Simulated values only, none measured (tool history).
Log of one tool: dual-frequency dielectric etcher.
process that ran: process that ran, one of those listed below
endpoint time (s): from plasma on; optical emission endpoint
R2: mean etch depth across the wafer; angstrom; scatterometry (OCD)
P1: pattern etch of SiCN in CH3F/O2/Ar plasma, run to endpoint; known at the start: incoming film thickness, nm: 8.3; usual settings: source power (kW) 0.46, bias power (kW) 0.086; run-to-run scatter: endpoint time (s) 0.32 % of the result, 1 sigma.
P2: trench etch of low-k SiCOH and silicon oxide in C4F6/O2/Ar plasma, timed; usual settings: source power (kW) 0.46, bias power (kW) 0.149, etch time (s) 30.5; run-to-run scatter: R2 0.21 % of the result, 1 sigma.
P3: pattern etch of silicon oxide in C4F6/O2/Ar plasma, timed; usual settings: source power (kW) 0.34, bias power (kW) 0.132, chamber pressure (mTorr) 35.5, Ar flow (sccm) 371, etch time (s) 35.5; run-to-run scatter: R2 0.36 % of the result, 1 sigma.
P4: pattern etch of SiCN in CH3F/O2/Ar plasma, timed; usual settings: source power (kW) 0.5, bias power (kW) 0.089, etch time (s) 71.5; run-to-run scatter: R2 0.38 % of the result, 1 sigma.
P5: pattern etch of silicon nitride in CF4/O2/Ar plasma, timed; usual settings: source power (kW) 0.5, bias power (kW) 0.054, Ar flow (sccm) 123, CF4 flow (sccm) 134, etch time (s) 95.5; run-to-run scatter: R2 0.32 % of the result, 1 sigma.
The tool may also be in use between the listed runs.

Run 1, hour 3.3: process that ran P1, source power (kW) 0.46, bias power (kW) 0.086. Result: endpoint time (s) 19.202.
Run 2, hour 8.4: process that ran P4, source power (kW) 0.5, bias power (kW) 0.12, etch time (s) 71.5. Result: R2 347.59 angstrom.
Run 3, hour 10.9: process that ran P3, source power (kW) 0.34, bias power (kW) 0.132, etch time (s) 43, chamber pressure (mTorr) 35.5, Ar flow (sccm) 371. Result: R2 1116.8 angstrom.
Run 4, hour 14.3: process that ran P1, source power (kW) 0.28, bias power (kW) 0.055. Result: endpoint time (s) 27.195.
Run 5, hour 19.1: process that ran P3, source power (kW) 0.34, bias power (kW) 0.132, etch time (s) 35.5, chamber pressure (mTorr) 35.5, Ar flow (sccm) 371. Result: R2 924.03 angstrom.
Run 6, hour 23.3: process that ran P1, source power (kW) 0.46, bias power (kW) 0.086. Result: endpoint time (s) 19.321.
Run 7, hour 26.9: process that ran P5, source power (kW) 0.5, bias power (kW) 0.033, etch time (s) 95.5, Ar flow (sccm) 123, CF4 flow (sccm) 134. Result: R2 1554.9 angstrom.
Run 8, hour 31.6: process that ran P1, source power (kW) 0.31, bias power (kW) 0.086. Result: endpoint time (s) 22.305.
Run 9, hour 37.3: process that ran P1, source power (kW) 0.46, bias power (kW) 0.086. Result: endpoint time (s) 19.232.
Run 10, hour 40.2: process that ran P1, source power (kW) 0.46, bias power (kW) 0.086. Result: endpoint time (s) 19.24.
Run 11, hour 43.6: process that ran P5, source power (kW) 0.5, bias power (kW) 0.054, etch time (s) 95.5, Ar flow (sccm) 123, CF4 flow (sccm) 134. Result: R2 1854.6 angstrom.
Run 12, hour 47.1: process that ran P1, source power (kW) 0.46, bias power (kW) 0.086. Result: endpoint time (s) 19.247.
Run 13, hour 52.5: process that ran P3, source power (kW) 0.47, bias power (kW) 0.132, etch time (s) 35.5, chamber pressure (mTorr) 35.5, Ar flow (sccm) 371. Result: R2 1052.3 angstrom.
Run 14, hour 56.9: process that ran P5, source power (kW) 0.5, bias power (kW) 0.054, etch time (s) 95.5, Ar flow (sccm) 173, CF4 flow (sccm) 134. Result: R2 1772.6 angstrom.
Run 15, hour 60.1: process that ran P1, source power (kW) 0.3, bias power (kW) 0.06. Result: endpoint time (s) 25.59.
Run 16, hour 64.7: process that ran P2, source power (kW) 0.46, bias power (kW) 0.149, etch time (s) 30.5. Result: R2 980.97 angstrom.
Run 17, hour 69.3: process that ran P1, source power (kW) 0.61, bias power (kW) 0.086. Result: endpoint time (s) 17.429.
Run 18, hour 73.1: process that ran P3, source power (kW) 0.34, bias power (kW) 0.132, etch time (s) 35.5, chamber pressure (mTorr) 35.5, Ar flow (sccm) 263. Result: R2 956.29 angstrom.
Run 19, hour 78.5: process that ran P4, source power (kW) 0.67, bias power (kW) 0.089, etch time (s) 71.5. Result: R2 346.19 angstrom.
Run 20, hour 83.8: process that ran P4, source power (kW) 0.5, bias power (kW) 0.089, etch time (s) 71.5. Result: R2 313.28 angstrom.
Run 21, hour 87.8: process that ran P5, source power (kW) 0.59, bias power (kW) 0.054, etch time (s) 95.5, Ar flow (sccm) 123, CF4 flow (sccm) 134. Result: R2 2140 angstrom.
Run 22, hour 91.2: process that ran P2, source power (kW) 0.26, bias power (kW) 0.149, etch time (s) 30.5. Result: R2 787.18 angstrom.
Run 23, hour 93.8: process that ran P5, source power (kW) 0.5, bias power (kW) 0.054, etch time (s) 129.5, Ar flow (sccm) 123, CF4 flow (sccm) 134. Result: R2 2516.4 angstrom.
Run 24, hour 98.1: process that ran P5, source power (kW) 0.5, bias power (kW) 0.054, etch time (s) 95.5, Ar flow (sccm) 123, CF4 flow (sccm) 162. Result: R2 1898.8 angstrom.
Run 25, hour 103.2: process that ran P1, source power (kW) 0.55, bias power (kW) 0.103. Result: endpoint time (s) 16.784.
Run 26, hour 108.8: process that ran P3, source power (kW) 0.34, bias power (kW) 0.102, etch time (s) 35.5, chamber pressure (mTorr) 35.5, Ar flow (sccm) 371. Result: R2 858.39 angstrom.
Run 27, hour 113.5: process that ran P1, source power (kW) 0.46, bias power (kW) 0.114. Result: endpoint time (s) 17.265.
Run 28, hour 119.1: process that ran P1, source power (kW) 0.46, bias power (kW) 0.066. Result: endpoint time (s) 21.105.
Run 29, hour 122.1: process that ran P3, source power (kW) 0.34, bias power (kW) 0.132, etch time (s) 35.5, chamber pressure (mTorr) 35.5, Ar flow (sccm) 371. Result: R2 923.97 angstrom.
Run 30, hour 125.2: process that ran P3, source power (kW) 0.34, bias power (kW) 0.132, etch time (s) 35.5, chamber pressure (mTorr) 42.5, Ar flow (sccm) 371. Result: R2 907.96 angstrom.

Forecast run 31:
Run 31, hour 130.7: process that ran P2, source power (kW) 0.46, bias power (kW) 0.204, etch time (s) 30.5. Result: R2 ?.

{"run 31": {"R2": 1086}}
